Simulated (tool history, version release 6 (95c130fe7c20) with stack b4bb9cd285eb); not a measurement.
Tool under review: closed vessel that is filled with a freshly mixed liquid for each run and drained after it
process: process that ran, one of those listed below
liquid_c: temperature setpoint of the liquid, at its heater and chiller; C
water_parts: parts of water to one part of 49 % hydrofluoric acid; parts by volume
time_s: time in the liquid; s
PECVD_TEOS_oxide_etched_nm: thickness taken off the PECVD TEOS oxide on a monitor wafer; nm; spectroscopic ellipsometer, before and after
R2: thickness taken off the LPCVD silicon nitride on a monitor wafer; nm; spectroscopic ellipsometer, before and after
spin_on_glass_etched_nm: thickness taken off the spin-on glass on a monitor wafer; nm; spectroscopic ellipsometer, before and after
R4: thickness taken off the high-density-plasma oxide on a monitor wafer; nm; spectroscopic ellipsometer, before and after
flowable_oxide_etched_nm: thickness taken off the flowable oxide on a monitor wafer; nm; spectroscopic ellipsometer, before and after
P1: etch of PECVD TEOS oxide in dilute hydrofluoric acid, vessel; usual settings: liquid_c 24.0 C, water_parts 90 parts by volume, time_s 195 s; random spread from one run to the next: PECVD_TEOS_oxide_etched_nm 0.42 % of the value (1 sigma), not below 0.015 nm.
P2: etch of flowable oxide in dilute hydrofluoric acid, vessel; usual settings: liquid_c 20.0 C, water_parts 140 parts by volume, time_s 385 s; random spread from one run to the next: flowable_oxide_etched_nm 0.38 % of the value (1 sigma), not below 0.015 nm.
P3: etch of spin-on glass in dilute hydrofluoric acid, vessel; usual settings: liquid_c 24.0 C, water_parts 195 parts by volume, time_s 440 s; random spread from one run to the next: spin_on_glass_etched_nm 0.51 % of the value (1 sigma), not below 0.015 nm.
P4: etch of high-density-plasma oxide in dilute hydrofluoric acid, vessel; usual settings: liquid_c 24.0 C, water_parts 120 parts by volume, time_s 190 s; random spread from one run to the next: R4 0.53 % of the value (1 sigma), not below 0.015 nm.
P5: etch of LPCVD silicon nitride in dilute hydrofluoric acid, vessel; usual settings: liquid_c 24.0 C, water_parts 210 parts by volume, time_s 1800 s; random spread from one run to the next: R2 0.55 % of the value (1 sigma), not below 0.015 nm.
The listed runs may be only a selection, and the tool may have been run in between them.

Run 1, day 0.383: process P1, liquid_c 24.0 C, water_parts 90 parts by volume, time_s 195 s. Result: PECVD_TEOS_oxide_etched_nm 38.239 nm.
Run 2, day 0.662: process P1, liquid_c 29.0 C, water_parts 90 parts by volume, time_s 195 s. Result: PECVD_TEOS_oxide_etched_nm 46.286 nm.
Run 3, day 1.054: process P1, liquid_c 17.0 C, water_parts 90 parts by volume, time_s 195 s. Result: PECVD_TEOS_oxide_etched_nm 28.470 nm.
Run 4, day 1.383: process P5, liquid_c 24.0 C, water_parts 210 parts by volume, time_s 3220 s. Result: R2 7.0139 nm.
Run 5, day 1.654: process P3, liquid_c 24.0 C, water_parts 195 parts by volume, time_s 810 s. Result: spin_on_glass_etched_nm 88.553 nm.
Run 6, day 1.912: process P4, liquid_c 24.0 C, water_parts 120 parts by volume, time_s 190 s. Result: R4 8.0167 nm.
Run 7, day 2.246: process P3, liquid_c 24.0 C, water_parts 195 parts by volume, time_s 440 s. Result: spin_on_glass_etched_nm 48.283 nm.
Run 8, day 2.633: process P1, liquid_c 24.0 C, water_parts 90 parts by volume, time_s 195 s. Result: PECVD_TEOS_oxide_etched_nm 37.926 nm.
Run 9, day 2.938: process P5, liquid_c 24.0 C, water_parts 210 parts by volume, time_s 1800 s. Result: R2 3.8718 nm.
Run 10, day 3.142: process P1, liquid_c 24.0 C, water_parts 90 parts by volume, time_s 195 s. Result: PECVD_TEOS_oxide_etched_nm 37.661 nm.
Run 11, day 3.421: process P2, liquid_c 20.0 C, water_parts 140 parts by volume, time_s 170 s. Result: flowable_oxide_etched_nm 21.650 nm.
Run 12, day 3.604: process P4, liquid_c 24.0 C, water_parts 120 parts by volume, time_s 190 s. Result: R4 8.1453 nm.
Run 13, day 3.825: process P3, liquid_c 24.0 C, water_parts 320 parts by volume, time_s 440 s. Result: spin_on_glass_etched_nm 25.821 nm.
Run 14, day 4.029: process P1, liquid_c 24.0 C, water_parts 40 parts by volume, time_s 195 s. Result: PECVD_TEOS_oxide_etched_nm 91.765 nm.
Run 15, day 4.296: process P1, liquid_c 24.0 C, water_parts 90 parts by volume, time_s 340 s. Result: PECVD_TEOS_oxide_etched_nm 66.539 nm.
Run 16, day 4.562: process P1, liquid_c 24.0 C, water_parts 90 parts by volume, time_s 195 s. Result: PECVD_TEOS_oxide_etched_nm 37.905 nm.
Run 17, day 4.817: process P4, liquid_c 24.0 C, water_parts 200 parts by volume, time_s 190 s. Result: R4 4.4766 nm.
Run 18, day 5.200: process P1, liquid_c 24.0 C, water_parts 135 parts by volume, time_s 295 s. Result: PECVD_TEOS_oxide_etched_nm 36.366 nm.
Run 19, day 5.417: process P1, liquid_c 24.0 C, water_parts 90 parts by volume, time_s 195 s. Result: PECVD_TEOS_oxide_etched_nm 37.802 nm.
Run 20, day 5.679: process P5, liquid_c 24.0 C, water_parts 210 parts by volume, time_s 1800 s. Result: R2 3.8835 nm.
Run 21, day 6.008: process P1, liquid_c 24.0 C, water_parts 90 parts by volume, time_s 195 s. Result: PECVD_TEOS_oxide_etched_nm 38.306 nm.
Run 22, day 6.392: process P4, liquid_c 24.0 C, water_parts 120 parts by volume, time_s 30 s. Result: R4 1.2799 nm.
Run 23, day 6.683: process P5, liquid_c 24.0 C, water_parts 35 parts by volume, time_s 1800 s. Result: R2 22.7680 nm.
Run 24, day 6.921: process P1, liquid_c 24.0 C, water_parts 90 parts by volume, time_s 105 s. Result: PECVD_TEOS_oxide_etched_nm 20.456 nm.
Run 25, day 7.162: process P1, liquid_c 24.0 C, water_parts 125 parts by volume, time_s 195 s. Result: PECVD_TEOS_oxide_etched_nm 26.317 nm.
Run 26, day 7.496: process P2, liquid_c 20.0 C, water_parts 140 parts by volume, time_s 385 s. Result: flowable_oxide_etched_nm 49.155 nm.
Run 27, day 7.729: process P5, liquid_c 20.0 C, water_parts 210 parts by volume, time_s 1800 s. Result: R2 3.0267 nm.
Run 28, day 8.121: process P4, liquid_c 29.5 C, water_parts 120 parts by volume, time_s 190 s. Result: R4 10.0630 nm.
Run 29, day 8.317: process P2, liquid_c 20.0 C, water_parts 250 parts by volume, time_s 385 s. Result: flowable_oxide_etched_nm 24.835 nm.
Run 30, day 8.512: process P3, liquid_c 30.0 C, water_parts 195 parts by volume, time_s 440 s. Result: spin_on_glass_etched_nm 59.380 nm.
Run 31, day 8.717: process P2, liquid_c 25.5 C, water_parts 140 parts by volume, time_s 385 s. Result: flowable_oxide_etched_nm 60.657 nm.
Run 32, day 8.979: process P1, liquid_c 24.0 C, water_parts 90 parts by volume, time_s 195 s. Result: PECVD_TEOS_oxide_etched_nm 37.952 nm.
Run 33, day 9.246: process P1, liquid_c 24.0 C, water_parts 90 parts by volume, time_s 195 s. Result: PECVD_TEOS_oxide_etched_nm 37.359 nm.
Run 34, day 9.471: process P1, liquid_c 24.0 C, water_parts 90 parts by volume, time_s 195 s. Result: PECVD_TEOS_oxide_etched_nm 36.953 nm.
Run 35, day 9.733: process P1, liquid_c 24.0 C, water_parts 90 parts by volume, time_s 195 s. Result: PECVD_TEOS_oxide_etched_nm 36.413 nm.
Run 36, day 9.912: process P1, liquid_c 24.0 C, water_parts 90 parts by volume, time_s 195 s. Result: PECVD_TEOS_oxide_etched_nm 36.191 nm.
Run 37, day 10.192: process P1, liquid_c 24.0 C, water_parts 90 parts by volume, time_s 195 s. Result: PECVD_TEOS_oxide_etched_nm 36.121 nm.
Run 38, day 10.579: process P1, liquid_c 24.0 C, water_parts 90 parts by volume, time_s 195 s. Result: PECVD_TEOS_oxide_etched_nm 36.165 nm.
Run 39, day 10.825: process P1, liquid_c 24.0 C, water_parts 90 parts by volume, time_s 195 s. Result: PECVD_TEOS_oxide_etched_nm 35.792 nm.
Run 40, day 11.038: process P1, liquid_c 24.0 C, water_parts 90 parts by volume, time_s 195 s. Result: PECVD_TEOS_oxide_etched_nm 35.993 nm.
Run 41, day 11.258: process P1, liquid_c 24.0 C, water_parts 90 parts by volume, time_s 195 s. Result: PECVD_TEOS_oxide_etched_nm 35.742 nm.
Run 42, day 11.500: process P1, liquid_c 24.0 C, water_parts 90 parts by volume, time_s 195 s. Result: PECVD_TEOS_oxide_etched_nm 35.987 nm.

Compared with where it was, what P1 gives has crept away. Each cause listed below fits the log as well as the rest, at the size given for it:
A: hydrofluoric acid flow below the setpoint (%) = 5.03
B: liquid colder than its thermometer reads (K) = 1.44
The drift started at roughly day 8.979.

You are offered 4 check runs, listed below with question marks in place of their results; each one averages 2 wafers. Which run separates the listed causes by giving clearly different results for each?
Run check 1, day 11.742: process P4, liquid_c 24.0 C, water_parts 120 parts by volume, time_s 190 s. Result: R4 ?.
Run check 2, day 11.742: process P2, liquid_c 20.0 C, water_parts 140 parts by volume, time_s 385 s. Result: flowable_oxide_etched_nm ?.
Run check 3, day 11.742: process P5, liquid_c 24.0 C, water_parts 210 parts by volume, time_s 1800 s. Result: R2 ?.
Run check 4, day 11.742: process P3, liquid_c 24.0 C, water_parts 195 parts by volume, time_s 440 s. Result: spin_on_glass_etched_nm ?.

What every check run would give for each of its results, assuming each possible cause in turn:
  check                    result    if A    if B
check 1                        R4  7.6372  7.6569
check 2  flowable_oxide_etched_nm  46.390  46.449
check 3                        R2  3.7177  3.5711
check 4   spin_on_glass_etched_nm  45.418  45.824
How far apart the two closest causes lie, in the result that separates them most: check 1 0.26 %; check 2 0.13 %; check 3 4.02 %; check 4 0.89 %
Check 3 distinguishes between the causes, while the remaining checks would return nearly the same result for all of them.

Then check 3 was run and gave: R2 3.6124 nm. Which cause is it?

It was cause B: liquid colder than its thermometer reads (K).

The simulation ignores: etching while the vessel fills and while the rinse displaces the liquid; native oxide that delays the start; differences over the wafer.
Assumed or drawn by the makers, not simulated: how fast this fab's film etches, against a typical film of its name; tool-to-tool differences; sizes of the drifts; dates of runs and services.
